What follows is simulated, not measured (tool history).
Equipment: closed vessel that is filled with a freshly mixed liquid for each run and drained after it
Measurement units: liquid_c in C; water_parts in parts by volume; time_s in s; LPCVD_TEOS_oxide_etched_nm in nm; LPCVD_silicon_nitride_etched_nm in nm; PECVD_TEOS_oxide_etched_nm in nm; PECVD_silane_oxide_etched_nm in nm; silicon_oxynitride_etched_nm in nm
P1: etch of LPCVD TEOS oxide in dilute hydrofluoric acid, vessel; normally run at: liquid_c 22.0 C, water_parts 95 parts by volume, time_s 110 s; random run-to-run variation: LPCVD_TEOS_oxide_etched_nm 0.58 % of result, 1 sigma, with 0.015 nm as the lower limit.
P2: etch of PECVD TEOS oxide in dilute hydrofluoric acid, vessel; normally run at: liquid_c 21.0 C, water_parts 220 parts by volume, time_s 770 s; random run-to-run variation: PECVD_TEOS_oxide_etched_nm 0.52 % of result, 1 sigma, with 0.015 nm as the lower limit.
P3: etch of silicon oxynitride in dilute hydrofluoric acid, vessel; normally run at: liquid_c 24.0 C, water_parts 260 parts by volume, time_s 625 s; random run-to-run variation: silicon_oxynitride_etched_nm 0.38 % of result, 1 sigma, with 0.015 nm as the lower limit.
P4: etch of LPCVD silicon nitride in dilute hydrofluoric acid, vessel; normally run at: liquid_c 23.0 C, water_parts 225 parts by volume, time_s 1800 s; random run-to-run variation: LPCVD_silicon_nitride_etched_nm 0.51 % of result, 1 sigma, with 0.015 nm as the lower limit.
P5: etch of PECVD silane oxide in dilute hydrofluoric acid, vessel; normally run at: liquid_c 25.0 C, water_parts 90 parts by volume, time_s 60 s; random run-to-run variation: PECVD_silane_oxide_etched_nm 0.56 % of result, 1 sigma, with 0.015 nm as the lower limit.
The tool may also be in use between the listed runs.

| run | hour | process | liquid_c | water_parts | time_s | hours since the thermometer was replaced | hours since the hydrofluoric acid flow meter was replaced | LPCVD_TEOS_oxide_etched_nm | LPCVD_silicon_nitride_etched_nm | PECVD_TEOS_oxide_etched_nm | PECVD_silane_oxide_etched_nm | silicon_oxynitride_etched_nm |
|---|---|---|---|---|---|---|---|---|---|---|---|---|
| 1 | 7.1 | P1 | 22.0 | 95 | 110 | 233.0 | 1486.0 | 56.255 |  |  |  |  |
| 2 | 12.1 | P4 | 23.0 | 385 | 1800 | 238.0 | 1491.0 |  | 2.6229 |  |  |  |
| 3 | 20.4 | P1 | 22.0 | 35 | 110 | 246.3 | 1499.3 | 165.600 |  |  |  |  |
| 4 | 28.6 | P1 | 22.0 | 95 | 30 | 254.5 | 1507.5 | 15.433 |  |  |  |  |
| 5 | 34.6 | P2 | 21.0 | 220 | 1330 | 260.5 | 1513.5 |  |  | 57.695 |  |  |
| 6 | 42.9 | P5 | 20.5 | 90 | 60 | 268.8 | 1521.8 |  |  |  | 16.392 |  |
| 7 | 50.2 | P1 | 22.0 | 95 | 110 | 276.1 | 1529.1 | 56.662 |  |  |  |  |
| 8 | 54.7 | P1 | 22.0 | 155 | 110 | 280.6 | 1533.6 | 32.346 |  |  |  |  |
| 9 | 59.4 | P1 | 27.0 | 95 | 110 | 285.3 | 1538.3 | 68.873 |  |  |  |  |
| 10 | 63.6 | P1 | 22.0 | 95 | 110 | 289.5 | 1542.5 | 56.213 |  |  |  |  |
| 11 | 67.4 | P4 | 23.0 | 225 | 2700 | 293.3 | 1546.3 |  | 6.6708 |  |  |  |
| 12 | 73.9 | P1 | 17.0 | 25 | 110 | 299.8 | 1552.8 | 189.380 |  |  |  |  |
| 13 | 80.6 | P1 | 22.0 | 95 | 200 | 306.5 | 1559.5 | 102.630 |  |  |  |  |
| 14 | 87.8 | P5 | 25.0 | 20 | 60 | 313.7 | 1566.7 |  |  |  | 97.595 |  |
| 15 | 93.3 | P2 | 21.0 | 220 | 770 | 319.2 | 1572.2 |  |  | 33.451 |  |  |
| 16 | 100.2 | P5 | 25.0 | 90 | 60 | 326.1 | 1579.1 |  |  |  | 19.566 |  |
| 17 | 104.1 | P4 | 27.5 | 225 | 1800 | 330.0 | 1583.0 |  | 5.8445 |  |  |  |
| 18 | 111.9 | P3 | 24.0 | 125 | 625 | 337.8 | 1590.8 |  |  |  |  | 18.9140 |
| 19 | 117.7 | P2 | 21.0 | 95 | 770 | 343.6 | 1596.6 |  |  | 88.860 |  |  |
| 20 | 125.2 | P3 | 24.0 | 260 | 625 | 351.1 | 1604.1 |  |  |  |  | 8.1966 |
| 21 | 131.0 | P4 | 23.0 | 225 | 1800 | 356.9 | 1609.9 |  | 4.4093 |  |  |  |
|  | 132.7 | hydrofluoric acid flow meter replaced |
| 22 | 138.6 | P1 | 22.0 | 95 | 110 | 364.5 | 6.0 | 56.410 |  |  |  |  |
| 23 | 145.3 | P1 | 17.0 | 95 | 110 | 371.2 | 12.7 | 46.018 |  |  |  |  |
| 24 | 152.3 | P1 | 22.0 | 95 | 110 | 378.2 | 19.7 | 56.743 |  |  |  |  |
| 25 | 160.1 | P3 | 29.0 | 260 | 625 | 386.0 | 27.5 |  |  |  |  | 10.0500 |

Estimate the outcome of run 26 from the log above:
| 26 | 165.6 | P1 | 26.0 | 130 | 110 | 391.5 | 33.0 | ? |  |  |  |  |

Run 26 came out at LPCVD_TEOS_oxide_etched_nm 46.577 nm.

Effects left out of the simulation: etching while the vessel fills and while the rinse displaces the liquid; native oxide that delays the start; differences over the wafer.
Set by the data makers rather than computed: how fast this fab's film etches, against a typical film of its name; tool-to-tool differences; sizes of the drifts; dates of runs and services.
